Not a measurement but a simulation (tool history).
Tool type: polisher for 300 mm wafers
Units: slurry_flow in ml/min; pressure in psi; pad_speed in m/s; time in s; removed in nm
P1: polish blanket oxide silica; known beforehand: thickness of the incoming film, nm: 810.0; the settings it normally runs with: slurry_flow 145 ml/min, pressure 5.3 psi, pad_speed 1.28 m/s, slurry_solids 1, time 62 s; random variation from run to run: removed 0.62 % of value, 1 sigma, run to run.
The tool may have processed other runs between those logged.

run,hour,slurry_flow,pressure,pad_speed,slurry_solids,time,wafers polished on this pad,hours since the slurry nozzle was cleaned,hours since the head pressure was calibrated,hours since the slurry blender was calibrated,hours since the conditioning disc was replaced,removed
1,16,145,5.3,1.28,1,62,506,662.2,159,41.6,40.8,304.28
# hour 31.6: head pressure recalibrated
2,32.1,85,5.3,1.28,0.6,62,689,678.3,0.5,57.7,56.9,205.93
3,43.7,145,6.7,1.28,1.3,62,820,689.9,12.1,69.3,68.5,427.15
4,53.8,145,5.3,1.28,1,62,935,700,22.2,79.4,78.6,299.77
5,71.4,145,5.3,1.28,1.25,62,1135,717.6,39.8,97,96.2,335.18
6,87.3,145,5.3,1.28,0.65,36,1315,733.5,55.7,112.9,112.1,143.61
7,98.2,145,5.3,2,1,62,1439,744.4,66.6,123.8,123,433.82
8,113.8,145,5.3,0.78,1,62,1616,760,82.2,139.4,138.6,203.5
9,123.1,145,5.3,1.28,1,62,1721,769.3,91.5,148.7,147.9,304.32
10,134.7,145,7,1.28,1,62,1853,780.9,103.1,160.3,159.5,401.36
11,146.2,145,5.3,1.28,1,62,1983,792.4,114.6,171.8,171,303.16
12,155.7,145,2.4,1.28,1,62,2091,801.9,124.1,181.3,180.5,137.1
13,171.7,145,5.3,1.28,1,62,2273,817.9,140.1,197.3,196.5,304.91
14,187.6,85,5.3,1.28,1,62,2453,833.8,156,213.2,212.4,270.22
15,204.7,195,5.3,1.28,1,62,2647,850.9,173.1,230.3,229.5,319.79
16,216.1,145,5.3,1.28,1,62,2776,862.3,184.5,241.7,240.9,305.35
17,224.1,145,5.3,1.28,0.55,62,2867,870.3,192.5,249.7,248.9,219.26
18,232.3,145,5.3,1.28,1,31,2960,878.5,200.7,257.9,257.1,153.63
19,249.9,145,5.3,1.28,1,62,3160,896.1,218.3,275.5,274.7,302.57
20,263.3,145,5.3,1.28,1,83,3312,909.5,231.7,288.9,288.1,410.23
21,280.7,145,5.3,1.28,1,62,3509,926.9,249.1,306.3,305.5,305.05
22,293.2,145,5.3,1.28,1,62,3651,939.4,261.6,318.8,318,291.68
23,305.5,145,5.3,1.28,1,62,3791,951.7,273.9,331.1,330.3,278.19

The next listed run, before its measurement:
# hour 311.7: head pressure recalibrated
24,323.2,145,5.3,1.28,1,62,3992,969.4,11.6,348.8,348,?

{"run 24": {"removed": 274.32}}

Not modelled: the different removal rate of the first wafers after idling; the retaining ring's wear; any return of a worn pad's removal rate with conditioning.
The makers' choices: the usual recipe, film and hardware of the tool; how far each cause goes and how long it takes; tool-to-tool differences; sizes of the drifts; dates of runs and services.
